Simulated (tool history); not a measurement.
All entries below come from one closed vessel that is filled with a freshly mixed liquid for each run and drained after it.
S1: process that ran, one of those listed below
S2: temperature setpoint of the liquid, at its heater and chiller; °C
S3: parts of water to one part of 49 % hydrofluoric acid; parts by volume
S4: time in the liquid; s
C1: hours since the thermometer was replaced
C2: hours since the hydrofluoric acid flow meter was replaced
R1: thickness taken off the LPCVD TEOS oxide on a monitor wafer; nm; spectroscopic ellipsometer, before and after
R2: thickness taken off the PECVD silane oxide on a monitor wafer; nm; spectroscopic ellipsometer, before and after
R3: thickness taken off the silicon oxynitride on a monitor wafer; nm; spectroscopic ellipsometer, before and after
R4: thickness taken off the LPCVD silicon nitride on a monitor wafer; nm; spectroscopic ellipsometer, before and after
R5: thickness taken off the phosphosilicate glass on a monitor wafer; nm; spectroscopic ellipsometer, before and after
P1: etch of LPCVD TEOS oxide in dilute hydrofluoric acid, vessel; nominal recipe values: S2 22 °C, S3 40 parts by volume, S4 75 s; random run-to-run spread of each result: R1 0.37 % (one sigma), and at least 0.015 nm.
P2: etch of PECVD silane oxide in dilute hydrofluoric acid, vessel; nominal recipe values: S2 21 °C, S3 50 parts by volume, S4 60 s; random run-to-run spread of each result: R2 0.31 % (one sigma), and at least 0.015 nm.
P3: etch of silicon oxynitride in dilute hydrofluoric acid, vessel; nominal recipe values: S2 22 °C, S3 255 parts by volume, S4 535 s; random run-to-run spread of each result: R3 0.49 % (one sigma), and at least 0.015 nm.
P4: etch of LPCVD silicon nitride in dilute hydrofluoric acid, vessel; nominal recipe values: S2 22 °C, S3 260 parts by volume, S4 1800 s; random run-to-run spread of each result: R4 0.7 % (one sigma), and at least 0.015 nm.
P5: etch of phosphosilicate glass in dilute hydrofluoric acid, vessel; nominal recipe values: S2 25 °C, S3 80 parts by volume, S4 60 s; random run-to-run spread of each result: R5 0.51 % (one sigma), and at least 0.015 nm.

run 1 hour=7.7 | S1=P1 S2=22 S3=40 S4=75 | C1=471.5 C2=1606.9 | R1=51.294
run 2 hour=15.3 | S1=P2 S2=21 S3=20 S4=60 | C1=479.1 C2=1614.5 | R2=76.839
run 3 hour=23.3 | S1=P3 S2=22 S3=370 S4=535 | C1=487.1 C2=1622.5 | R3=5.2562
run 4 hour=32.7 | S1=P3 S2=22 S3=255 S4=125 | C1=496.5 C2=1631.9 | R3=1.9104
run 5 hour=40 | S1=P2 S2=21 S3=50 S4=60 | C1=503.8 C2=1639.2 | R2=29.45
run 6 hour=49.3 | S1=P4 S2=26.5 S3=260 S4=1800 | C1=513.1 C2=1648.5 | R4=4.047
run 7 hour=57.4 | S1=P3 S2=17 S3=255 S4=535 | C1=521.2 C2=1656.6 | R3=6.5616
run 8 hour=66.9 | S1=P1 S2=22 S3=40 S4=75 | C1=530.7 C2=1666.1 | R1=51.416
run 9 hour=76.3 | S1=P1 S2=22 S3=55 S4=75 | C1=540.1 C2=1675.5 | R1=36.759
run 10 hour=81.7 | S1=P1 S2=22 S3=40 S4=75 | C1=545.5 C2=1680.9 | R1=51.418
run 11 hour=88.4 | S1=P1 S2=17 S3=40 S4=75 | C1=552.2 C2=1687.6 | R1=41.344
run 12 hour=95.3 | S1=P2 S2=21 S3=50 S4=110 | C1=559.1 C2=1694.5 | R2=54.632
run 13 hour=101.7 | S1=P1 S2=22 S3=70 S4=40 | C1=565.5 C2=1700.9 | R1=15.157
run 14 hour=105.8 | S1=P3 S2=22 S3=255 S4=535 | C1=569.6 C2=1705 | R3=8.2405
run 15 hour=113.2 | S1=P4 S2=22 S3=260 S4=1800 | C1=577 C2=1712.4 | R4=3.0577
run 16 hour=119.1 | S1=P5 S2=17 S3=80 S4=60 | C1=582.9 C2=1718.3 | R5=115.34
run 17 hour=126.6 | S1=P1 S2=22 S3=20 S4=75 | C1=590.4 C2=1725.8 | R1=105.78
run 18 hour=131.9 | S1=P1 S2=22 S3=40 S4=125 | C1=595.7 C2=1731.1 | R1=85.541
run 19 hour=139.6 | S1=P2 S2=17 S3=50 S4=60 | C1=603.4 C2=1738.8 | R2=24.929
run 20 hour=144 | S1=P1 S2=22 S3=40 S4=30 | C1=607.8 C2=1743.2 | R1=20.418
run 21 hour=151.8 | S1=P5 S2=25 S3=80 S4=60 | C1=615.6 C2=1751 | R5=161.9
run 22 hour=159.2 | S1=P5 S2=25 S3=80 S4=115 | C1=623 C2=1758.4 | R5=306.32
run 23 hour=168.7 | S1=P1 S2=22 S3=40 S4=75 | C1=632.5 C2=1767.9 | R1=51.521
run 24 hour=177.4 | S1=P4 S2=22 S3=85 S4=1800 | C1=641.2 C2=1776.6 | R4=9.1209
run 25 hour=182.9 | S1=P5 S2=25 S3=35 S4=60 | C1=646.7 C2=1782.1 | R5=388.63
run 26 hour=190.2 | S1=P4 S2=22 S3=260 S4=3535 | C1=654 C2=1789.4 | R4=6.0498
run 27 hour=194.3 | S1=P1 S2=27 S3=40 S4=75 | C1=658.1 C2=1793.5 | R1=63.434
run 28 hour=202.7 | S1=P2 S2=21 S3=50 S4=60 | C1=666.5 C2=1801.9 | R2=29.544
run 29 hour=210.9 | S1=P1 S2=22 S3=40 S4=75 | C1=674.7 C2=1810.1 | R1=51.483
run 30 hour=217.7 | S1=P1 S2=22 S3=40 S4=75 | C1=681.5 C2=1816.9 | R1=49.552
run 31 hour=224.7 | S1=P1 S2=22 S3=40 S4=75 | C1=688.5 C2=1823.9 | R1=48.622
run 32 hour=233.5 | S1=P1 S2=22 S3=40 S4=75 | C1=697.3 C2=1832.7 | R1=47.647
run 33 hour=239.5 | S1=P1 S2=22 S3=40 S4=75 | C1=703.3 C2=1838.7 | R1=47.48
run 34 hour=247.6 | S1=P1 S2=22 S3=40 S4=75 | C1=711.4 C2=1846.8 | R1=47.555
run 35 hour=252.8 | S1=P1 S2=22 S3=40 S4=75 | C1=716.6 C2=1852 | R1=47.398

P1 no longer gives what it gave before; its output has crept away from where it was. The following 2 causes, each at its listed size, fit the log equally well:
A: liquid colder than its thermometer reads (K) = 1.91
B: hydrofluoric acid flow below the setpoint (%) = 7.4
The process output started creeping at around hour 210.9.

Consider the 4 check runs below, whose results appear as question marks and each of which averages 2 wafers. Which one distinguishes the causes, in that each cause would give it a clearly different result?
run check 1 hour=258 | S1=P3 S2=17 S3=255 S4=175 | R3=?
run check 2 hour=258 | S1=P2 S2=21 S3=20 S4=60 | R2=?
run check 3 hour=258 | S1=P4 S2=22 S3=260 S4=3250 | R4=?
run check 4 hour=258 | S1=P5 S2=25 S3=50 S4=60 | R5=?

Predicted outcomes, by check and by cause:
check=check_1 result=R3 if_A=1.9513 if_B=1.9551
check=check_2 result=R2 if_A=70.586 if_B=70.87
check=check_3 result=R4 if_A=4.8955 if_B=5.1277
check=check_4 result=R5 if_A=245.94 if_B=245.01
Distance between the nearest two causes, measured in the result of the check that separates them most: check 1 0.2 %; check 2 0.4 %; check 3 4.63 %; check 4 0.38 %
Of the check runs offered, only check 3 discriminates between the causes; the rest would read about the same regardless of which cause applies.

Here is what check 3 returned: R4 4.9049 nm. Which cause is it?

It is A: liquid colder than its thermometer reads (K).
